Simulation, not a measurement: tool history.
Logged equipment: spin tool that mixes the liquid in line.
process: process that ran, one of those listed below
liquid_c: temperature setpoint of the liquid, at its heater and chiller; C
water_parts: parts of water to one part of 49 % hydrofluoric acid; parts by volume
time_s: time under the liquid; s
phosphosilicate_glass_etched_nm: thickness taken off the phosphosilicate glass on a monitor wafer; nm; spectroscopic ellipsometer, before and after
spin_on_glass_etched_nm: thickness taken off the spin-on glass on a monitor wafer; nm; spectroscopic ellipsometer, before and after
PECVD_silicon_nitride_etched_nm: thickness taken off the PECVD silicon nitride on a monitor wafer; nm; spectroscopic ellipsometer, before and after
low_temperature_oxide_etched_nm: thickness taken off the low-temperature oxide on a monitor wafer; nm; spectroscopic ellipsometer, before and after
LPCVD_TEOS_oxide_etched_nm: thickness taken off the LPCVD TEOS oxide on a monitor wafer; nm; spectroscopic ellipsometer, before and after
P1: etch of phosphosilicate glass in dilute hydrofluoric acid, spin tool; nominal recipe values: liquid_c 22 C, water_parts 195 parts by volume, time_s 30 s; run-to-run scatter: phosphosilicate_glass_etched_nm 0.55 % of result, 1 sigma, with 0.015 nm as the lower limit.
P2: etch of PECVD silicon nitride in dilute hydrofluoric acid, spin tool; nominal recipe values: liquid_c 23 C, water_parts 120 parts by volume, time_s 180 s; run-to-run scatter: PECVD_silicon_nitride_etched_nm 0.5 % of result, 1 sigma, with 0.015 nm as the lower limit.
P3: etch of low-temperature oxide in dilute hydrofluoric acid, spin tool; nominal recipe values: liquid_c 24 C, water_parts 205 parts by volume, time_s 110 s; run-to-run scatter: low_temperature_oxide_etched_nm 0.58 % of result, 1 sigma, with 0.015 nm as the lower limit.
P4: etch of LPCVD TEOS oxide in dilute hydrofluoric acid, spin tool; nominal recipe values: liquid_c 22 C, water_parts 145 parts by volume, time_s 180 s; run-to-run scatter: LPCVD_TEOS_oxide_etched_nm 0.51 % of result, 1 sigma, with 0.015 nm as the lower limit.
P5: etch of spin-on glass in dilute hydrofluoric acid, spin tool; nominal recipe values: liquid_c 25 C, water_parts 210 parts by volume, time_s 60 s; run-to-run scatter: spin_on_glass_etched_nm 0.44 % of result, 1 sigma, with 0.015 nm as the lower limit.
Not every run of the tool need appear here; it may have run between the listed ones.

run,day,process,liquid_c,water_parts,time_s,hours since the thermometer was replaced,hours since the hydrofluoric acid flow meter was replaced,phosphosilicate_glass_etched_nm,spin_on_glass_etched_nm,PECVD_silicon_nitride_etched_nm,low_temperature_oxide_etched_nm,LPCVD_TEOS_oxide_etched_nm
1,0.454,P1,22,195,30,1418.5,698.7,17.235,,,,
2,0.7,P5,25,210,90,1424.4,704.6,,11.014,,,
3,0.929,P1,17,75,30,1429.9,710.1,41.463,,,,
4,1.354,P1,22,320,30,1440.1,720.3,9.3092,,,,
5,1.796,P5,29,210,60,1450.7,730.9,,8.5075,,,
6,2.167,P1,22,195,15,1459.6,739.8,8.5192,,,,
7,2.512,P2,23,120,180,1467.9,748.1,,,7.817,,
8,2.762,P1,18,195,30,1473.9,754.1,14.825,,,,
9,3.233,P3,24,90,110,1485.2,765.4,,,,13.255,
10,3.596,P5,25,210,60,1493.9,774.1,,7.3349,,,
11,3.979,P1,22,195,30,1503.1,783.3,17.325,,,,
12,4.454,P4,22,145,180,1514.5,794.7,,,,,19.316
13,4.917,P2,29,120,180,1525.6,805.8,,,11.494,,
14,5.238,P1,22,195,30,1533.3,813.5,17.253,,,,
15,5.633,P1,22,75,15,1542.8,823,25.828,,,,
16,5.929,P1,22,195,30,1549.9,830.1,17.485,,,,
17,6.221,P2,23,40,180,1556.9,837.1,,,23.067,,
18,6.721,P4,22,145,180,1568.9,849.1,,,,,19.563
19,7.175,P4,17,145,180,1579.8,860,,,,,15.909
20,7.508,P1,22,195,60,1587.8,868,34.162,,,,
21,7.783,P5,25,105,60,1594.4,874.6,,16.681,,,
22,8.183,P1,27.5,195,30,1604,884.2,21.266,,,,
23,8.438,P2,23,120,45,1610.1,890.3,,,1.9414,,
24,8.912,P3,24,205,195,1621.5,901.7,,,,9.0462,
25,9.329,P1,18,195,15,1631.5,911.7,7.4053,,,,
26,9.825,P4,22,65,180,1643.4,923.6,,,,,47.533
27,10.246,P1,22,195,30,1653.5,933.7,17.139,,,,
28,10.508,P2,23,120,180,1659.8,940,,,7.8641,,
29,10.921,P1,22,60,30,1669.7,949.9,65.528,,,,
30,11.288,P4,22,145,65,1678.5,958.7,,,,,7.0819
31,11.554,P3,18,205,110,1684.9,965.1,,,,4.0177,
32,11.846,P3,24,205,110,1691.9,972.1,,,,5.1274,
33,12.225,P1,22,195,30,1701,981.2,17.403,,,,
34,12.492,P1,22,195,30,1707.4,987.6,17.896,,,,
35,12.808,P1,22,195,30,1715,995.2,18.392,,,,
36,13.262,P1,22,195,30,1725.9,1006.1,18.469,,,,
37,13.783,P1,22,195,30,1738.4,1018.6,18.518,,,,
38,14.038,P1,22,195,30,1744.5,1024.7,18.889,,,,
39,14.4,P1,22,195,30,1753.2,1033.4,18.734,,,,

The log shows P1 creeping away from where it was. Any of the 2 causes listed here, at the size stated for it, fits the log just as well as the others:
A: liquid hotter than its thermometer reads (K) = 2.29
B: hydrofluoric acid flow above the setpoint (%) = 7.41
The drift started at roughly day 12.225.

Each of the 4 check runs below uses one wafer; its results are left as question marks. Which run tells the causes apart?
check 1,14.762,P2,23,120,180,,,,,?,,
check 2,14.762,P3,24,205,110,,,,,,?,
check 3,14.762,P4,22,145,180,,,,,,,?
check 4,14.762,P5,25,210,60,,,,?,,,

What every check run would give for each of its results, assuming each possible cause in turn:
check,result,if A,if B
check 1,PECVD_silicon_nitride_etched_nm,9.1097,8.4176
check 2,low_temperature_oxide_etched_nm,5.508,5.5269
check 3,LPCVD_TEOS_oxide_etched_nm,21.264,21.135
check 4,spin_on_glass_etched_nm,7.998,8.0405
How far apart the two closest causes lie, in the result that separates them most: check 1 7.9 %; check 2 0.34 %; check 3 0.61 %; check 4 0.53 %
Check 1 is the one run that separates the causes; every other check would come out nearly the same whichever cause is at work.

Check 1 was carried out, with these results: PECVD_silicon_nitride_etched_nm 9.0758 nm. Which of the listed causes is responsible?

Of the candidate causes, it is A: liquid hotter than its thermometer reads (K).
